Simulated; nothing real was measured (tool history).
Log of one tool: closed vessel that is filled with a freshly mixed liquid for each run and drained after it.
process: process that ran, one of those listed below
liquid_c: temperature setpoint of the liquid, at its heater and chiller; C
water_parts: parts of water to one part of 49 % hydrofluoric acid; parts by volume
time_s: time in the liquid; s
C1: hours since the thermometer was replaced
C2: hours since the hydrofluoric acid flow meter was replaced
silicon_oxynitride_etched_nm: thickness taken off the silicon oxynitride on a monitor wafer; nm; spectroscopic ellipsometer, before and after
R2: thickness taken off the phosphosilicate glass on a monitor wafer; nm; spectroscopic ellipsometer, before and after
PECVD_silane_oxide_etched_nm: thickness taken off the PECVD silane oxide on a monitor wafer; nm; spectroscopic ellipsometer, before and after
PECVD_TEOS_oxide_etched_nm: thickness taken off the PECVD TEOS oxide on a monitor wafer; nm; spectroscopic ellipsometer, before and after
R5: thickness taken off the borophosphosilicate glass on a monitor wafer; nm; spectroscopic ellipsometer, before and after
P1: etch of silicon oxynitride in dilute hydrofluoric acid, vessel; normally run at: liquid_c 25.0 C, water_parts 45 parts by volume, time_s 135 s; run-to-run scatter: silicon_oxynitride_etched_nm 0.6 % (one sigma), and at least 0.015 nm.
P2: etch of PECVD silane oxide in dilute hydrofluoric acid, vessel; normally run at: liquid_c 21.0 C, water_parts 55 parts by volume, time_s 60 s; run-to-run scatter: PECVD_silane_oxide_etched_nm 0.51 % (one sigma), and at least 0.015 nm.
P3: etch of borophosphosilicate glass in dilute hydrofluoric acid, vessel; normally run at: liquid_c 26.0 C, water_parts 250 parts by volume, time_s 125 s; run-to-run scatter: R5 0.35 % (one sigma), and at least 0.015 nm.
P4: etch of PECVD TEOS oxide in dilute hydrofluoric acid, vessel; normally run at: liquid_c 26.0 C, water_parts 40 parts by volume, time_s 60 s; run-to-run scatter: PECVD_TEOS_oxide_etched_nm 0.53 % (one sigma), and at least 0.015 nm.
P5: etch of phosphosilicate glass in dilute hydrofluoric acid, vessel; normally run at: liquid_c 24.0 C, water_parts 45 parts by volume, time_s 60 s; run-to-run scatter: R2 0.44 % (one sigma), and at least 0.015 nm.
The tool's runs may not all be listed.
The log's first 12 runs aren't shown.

run 13 hour=169.9 | process=P1 liquid_c=25.0 water_parts=20 time_s=135 | C1=939.0 C2=461.5 | silicon_oxynitride_etched_nm=10.8410
run 14 hour=188.3 | process=P5 liquid_c=17.0 water_parts=45 time_s=60 | C1=957.4 C2=479.9 | R2=178.48
run 15 hour=200.4 | process=P3 liquid_c=26.0 water_parts=400 time_s=125 | C1=969.5 C2=492.0 | R5=17.9230
run 16 hour=211.6 | process=P1 liquid_c=25.0 water_parts=45 time_s=255 | C1=980.7 C2=503.2 | silicon_oxynitride_etched_nm=8.9692
run 17 hour=224.4 | process=P1 liquid_c=25.0 water_parts=75 time_s=135 | C1=993.5 C2=516.0 | silicon_oxynitride_etched_nm=2.7392
run 18 hour=242.0 | process=P1 liquid_c=25.0 water_parts=45 time_s=135 | C1=1011.1 C2=533.6 | silicon_oxynitride_etched_nm=4.7058
run 19 hour=252.6 | process=P1 liquid_c=25.0 water_parts=45 time_s=75 | C1=1021.7 C2=544.2 | silicon_oxynitride_etched_nm=2.6085
run 20 hour=267.3 | process=P2 liquid_c=21.0 water_parts=80 time_s=60 | C1=1036.4 C2=558.9 | PECVD_silane_oxide_etched_nm=23.730
run 21 hour=279.1 | process=P4 liquid_c=26.0 water_parts=40 time_s=60 | C1=1048.2 C2=570.7 | PECVD_TEOS_oxide_etched_nm=24.095
run 22 hour=291.8 | process=P2 liquid_c=17.0 water_parts=55 time_s=60 | C1=1060.9 C2=583.4 | PECVD_silane_oxide_etched_nm=29.842
run 23 hour=304.5 | process=P3 liquid_c=26.0 water_parts=250 time_s=30 | C1=1073.6 C2=596.1 | R5=7.9339
run 24 hour=322.0 | process=P1 liquid_c=25.0 water_parts=45 time_s=135 | C1=1091.1 C2=613.6 | silicon_oxynitride_etched_nm=4.7516
run 25 hour=339.9 | process=P5 liquid_c=24.0 water_parts=20 time_s=60 | C1=1109.0 C2=631.5 | R2=562.07
run 26 hour=356.6 | process=P2 liquid_c=21.0 water_parts=55 time_s=60 | C1=1125.7 C2=648.2 | PECVD_silane_oxide_etched_nm=35.557
run 27 hour=374.0 | process=P4 liquid_c=26.0 water_parts=40 time_s=60 | C1=1143.1 C2=665.6 | PECVD_TEOS_oxide_etched_nm=24.340
-- hour=392.2 hydrofluoric acid flow meter replaced
run 28 hour=392.6 | process=P3 liquid_c=26.0 water_parts=250 time_s=125 | C1=1161.7 C2=0.5 | R5=33.2140
run 29 hour=411.1 | process=P1 liquid_c=19.5 water_parts=45 time_s=135 | C1=1180.2 C2=19.0 | silicon_oxynitride_etched_nm=3.5610
run 30 hour=419.8 | process=P1 liquid_c=25.0 water_parts=45 time_s=135 | C1=1188.9 C2=27.7 | silicon_oxynitride_etched_nm=4.7858
run 31 hour=433.5 | process=P3 liquid_c=33.5 water_parts=250 time_s=125 | C1=1202.6 C2=41.4 | R5=42.7810
run 32 hour=445.9 | process=P1 liquid_c=21.0 water_parts=20 time_s=135 | C1=1215.0 C2=53.8 | silicon_oxynitride_etched_nm=8.9726
run 33 hour=462.2 | process=P1 liquid_c=25.0 water_parts=45 time_s=135 | C1=1231.3 C2=70.1 | silicon_oxynitride_etched_nm=4.7222
run 34 hour=475.1 | process=P1 liquid_c=25.0 water_parts=45 time_s=135 | C1=1244.2 C2=83.0 | silicon_oxynitride_etched_nm=4.8609
run 35 hour=492.8 | process=P1 liquid_c=25.0 water_parts=45 time_s=135 | C1=1261.9 C2=100.7 | silicon_oxynitride_etched_nm=4.9768
run 36 hour=508.6 | process=P1 liquid_c=25.0 water_parts=45 time_s=135 | C1=1277.7 C2=116.5 | silicon_oxynitride_etched_nm=4.9835
run 37 hour=520.4 | process=P1 liquid_c=25.0 water_parts=45 time_s=135 | C1=1289.5 C2=128.3 | silicon_oxynitride_etched_nm=5.0407

The next listed run, before its measurement:
run 38 hour=534.8 | process=P1 liquid_c=25.0 water_parts=45 time_s=135 | C1=1303.9 C2=142.7 | silicon_oxynitride_etched_nm=?

{"run 38": {"silicon_oxynitride_etched_nm": 5.047}}
